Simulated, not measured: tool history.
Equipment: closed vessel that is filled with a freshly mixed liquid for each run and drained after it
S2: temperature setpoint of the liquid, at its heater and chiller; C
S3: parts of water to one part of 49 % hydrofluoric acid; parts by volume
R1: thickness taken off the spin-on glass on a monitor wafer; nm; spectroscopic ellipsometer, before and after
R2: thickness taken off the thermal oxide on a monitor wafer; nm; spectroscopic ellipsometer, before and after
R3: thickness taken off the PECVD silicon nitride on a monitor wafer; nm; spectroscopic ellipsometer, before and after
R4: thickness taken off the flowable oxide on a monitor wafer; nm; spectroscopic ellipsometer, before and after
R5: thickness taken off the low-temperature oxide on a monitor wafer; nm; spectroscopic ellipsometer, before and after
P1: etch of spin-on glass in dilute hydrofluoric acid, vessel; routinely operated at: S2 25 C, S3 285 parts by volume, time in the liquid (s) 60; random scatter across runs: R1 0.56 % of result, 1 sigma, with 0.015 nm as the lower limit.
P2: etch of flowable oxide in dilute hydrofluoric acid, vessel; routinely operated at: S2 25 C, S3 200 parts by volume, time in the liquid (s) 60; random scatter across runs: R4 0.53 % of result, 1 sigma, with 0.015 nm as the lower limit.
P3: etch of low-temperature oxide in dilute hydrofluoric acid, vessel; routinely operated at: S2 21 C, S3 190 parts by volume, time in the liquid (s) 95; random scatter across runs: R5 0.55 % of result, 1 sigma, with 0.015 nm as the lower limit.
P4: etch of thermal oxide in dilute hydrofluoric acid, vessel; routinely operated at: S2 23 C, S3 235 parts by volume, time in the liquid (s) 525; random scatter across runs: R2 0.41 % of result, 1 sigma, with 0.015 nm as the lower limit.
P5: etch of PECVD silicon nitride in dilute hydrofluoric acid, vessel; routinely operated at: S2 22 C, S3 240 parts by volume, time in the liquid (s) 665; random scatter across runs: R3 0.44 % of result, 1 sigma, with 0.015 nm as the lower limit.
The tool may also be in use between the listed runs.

{"run": 1, "hour": 5.7, "process that ran": "P1", "S2": 25, "S3": 285, "time in the liquid (s)": 60, "R1": 11.263}
{"run": 2, "hour": 15.3, "process that ran": "P4", "S2": 23, "S3": 405, "time in the liquid (s)": 525, "R2": 4.4158}
{"run": 3, "hour": 24.9, "process that ran": "P5", "S2": 22, "S3": 405, "time in the liquid (s)": 665, "R3": 7.1482}
{"run": 4, "hour": 32.4, "process that ran": "P1", "S2": 25, "S3": 395, "time in the liquid (s)": 60, "R1": 7.3032}
{"run": 5, "hour": 38.1, "process that ran": "P2", "S2": 25, "S3": 200, "time in the liquid (s)": 30, "R4": 4.9706}
{"run": 6, "hour": 48.2, "process that ran": "P1", "S2": 33, "S3": 285, "time in the liquid (s)": 60, "R1": 14.813}
{"run": 7, "hour": 53.1, "process that ran": "P5", "S2": 22, "S3": 240, "time in the liquid (s)": 125, "R3": 2.246}
{"run": 8, "hour": 59.2, "process that ran": "P5", "S2": 22, "S3": 240, "time in the liquid (s)": 665, "R3": 11.91}
{"run": 9, "hour": 68.2, "process that ran": "P2", "S2": 18.5, "S3": 200, "time in the liquid (s)": 60, "R4": 7.7391}
{"run": 10, "hour": 77.2, "process that ran": "P4", "S2": 17, "S3": 235, "time in the liquid (s)": 525, "R2": 7.1594}
{"run": 11, "hour": 87.0, "process that ran": "P1", "S2": 25, "S3": 285, "time in the liquid (s)": 30, "R1": 5.6363}
{"run": 12, "hour": 96.0, "process that ran": "P1", "S2": 25, "S3": 285, "time in the liquid (s)": 60, "R1": 11.366}
{"run": 13, "hour": 102.6, "process that ran": "P1", "S2": 25, "S3": 285, "time in the liquid (s)": 95, "R1": 17.773}
{"run": 14, "hour": 110.9, "process that ran": "P3", "S2": 21, "S3": 190, "time in the liquid (s)": 95, "R5": 12.945}
{"run": 15, "hour": 120.5, "process that ran": "P3", "S2": 21, "S3": 190, "time in the liquid (s)": 150, "R5": 20.494}
{"run": 16, "hour": 129.7, "process that ran": "P4", "S2": 23, "S3": 235, "time in the liquid (s)": 85, "R2": 1.4317}
{"run": 17, "hour": 137.8, "process that ran": "P4", "S2": 23, "S3": 235, "time in the liquid (s)": 525, "R2": 8.956}
{"run": 18, "hour": 144.3, "process that ran": "P1", "S2": 25, "S3": 285, "time in the liquid (s)": 60, "R1": 11.167}
{"run": 19, "hour": 153.6, "process that ran": "P1", "S2": 25, "S3": 285, "time in the liquid (s)": 60, "R1": 11.263}
{"run": 20, "hour": 158.3, "process that ran": "P1", "S2": 25, "S3": 170, "time in the liquid (s)": 30, "R1": 10.765}
{"run": 21, "hour": 165.9, "process that ran": "P5", "S2": 26.5, "S3": 240, "time in the liquid (s)": 665, "R3": 15.597}
{"run": 22, "hour": 172.0, "process that ran": "P1", "S2": 20.5, "S3": 285, "time in the liquid (s)": 60, "R1": 9.5793}
{"run": 23, "hour": 180.2, "process that ran": "P2", "S2": 25, "S3": 290, "time in the liquid (s)": 60, "R4": 6.2067}
{"run": 24, "hour": 187.8, "process that ran": "P3", "S2": 26, "S3": 190, "time in the liquid (s)": 95, "R5": 15.638}
{"run": 25, "hour": 193.9, "process that ran": "P3", "S2": 21, "S3": 100, "time in the liquid (s)": 95, "R5": 27.192}
{"run": 26, "hour": 201.2, "process that ran": "P1", "S2": 25, "S3": 160, "time in the liquid (s)": 60, "R1": 22.955}
{"run": 27, "hour": 207.8, "process that ran": "P2", "S2": 25, "S3": 200, "time in the liquid (s)": 60, "R4": 9.8709}
{"run": 28, "hour": 213.9, "process that ran": "P5", "S2": 22, "S3": 240, "time in the liquid (s)": 665, "R3": 11.849}
{"run": 29, "hour": 221.0, "process that ran": "P1", "S2": 25, "S3": 285, "time in the liquid (s)": 60, "R1": 11.236}
{"run": 30, "hour": 229.4, "process that ran": "P1", "S2": 25, "S3": 285, "time in the liquid (s)": 60, "R1": 11.629}
{"run": 31, "hour": 236.6, "process that ran": "P1", "S2": 25, "S3": 285, "time in the liquid (s)": 60, "R1": 11.717}
{"run": 32, "hour": 244.8, "process that ran": "P1", "S2": 25, "S3": 285, "time in the liquid (s)": 60, "R1": 11.918}
{"run": 33, "hour": 251.4, "process that ran": "P1", "S2": 25, "S3": 285, "time in the liquid (s)": 60, "R1": 11.889}
{"run": 34, "hour": 261.7, "process that ran": "P1", "S2": 25, "S3": 285, "time in the liquid (s)": 60, "R1": 12.065}
{"run": 35, "hour": 267.3, "process that ran": "P1", "S2": 25, "S3": 285, "time in the liquid (s)": 60, "R1": 12.056}
{"run": 36, "hour": 274.5, "process that ran": "P1", "S2": 25, "S3": 285, "time in the liquid (s)": 60, "R1": 12.003}
{"run": 37, "hour": 281.5, "process that ran": "P1", "S2": 25, "S3": 285, "time in the liquid (s)": 60, "R1": 12.009}

Compared with where it was, what P1 gives has crept away. Each cause listed below fits the log as well as the rest, at the size given for it:
A: hydrofluoric acid flow above the setpoint (%) = 5.52
B: liquid hotter than its thermometer reads (K) = 2.02
The onset of the drift is placed at about hour 221.

Which of the 4 check runs listed below separates the causes, so that each cause would produce a clearly different result? Each run uses one wafer, and its results are marked with question marks.
{"run": "check 1", "hour": 288.5, "process that ran": "P4", "S2": 17, "S3": 390, "time in the liquid (s)": 525, "R2": "?"}
{"run": "check 2", "hour": 288.5, "process that ran": "P3", "S2": 24, "S3": 190, "time in the liquid (s)": 145, "R5": "?"}
{"run": "check 3", "hour": 288.5, "process that ran": "P5", "S2": 22, "S3": 240, "time in the liquid (s)": 245, "R3": "?"}
{"run": "check 4", "hour": 288.5, "process that ran": "P2", "S2": 21, "S3": 200, "time in the liquid (s)": 60, "R4": "?"}

Check results expected under each cause:
check=check_1 result=R2 if_A=4.0375 if_B=4.0478
check=check_2 result=R5 if_A=23.584 if_B=23.814
check=check_3 result=R3 if_A=4.6065 if_B=4.9626
check=check_4 result=R4 if_A=9.0958 if_B=9.2059
Distance between the nearest two causes, measured in the result of the check that separates them most: check 1 0.25 %; check 2 0.97 %; check 3 7.44 %; check 4 1.2 %
Check 3 is the one run that separates the causes; every other check would come out nearly the same whichever cause is at work.

After running check 3, the following was obtained: R3 4.959 nm. Which cause does this point to?

B is the cause: liquid hotter than its thermometer reads (K).
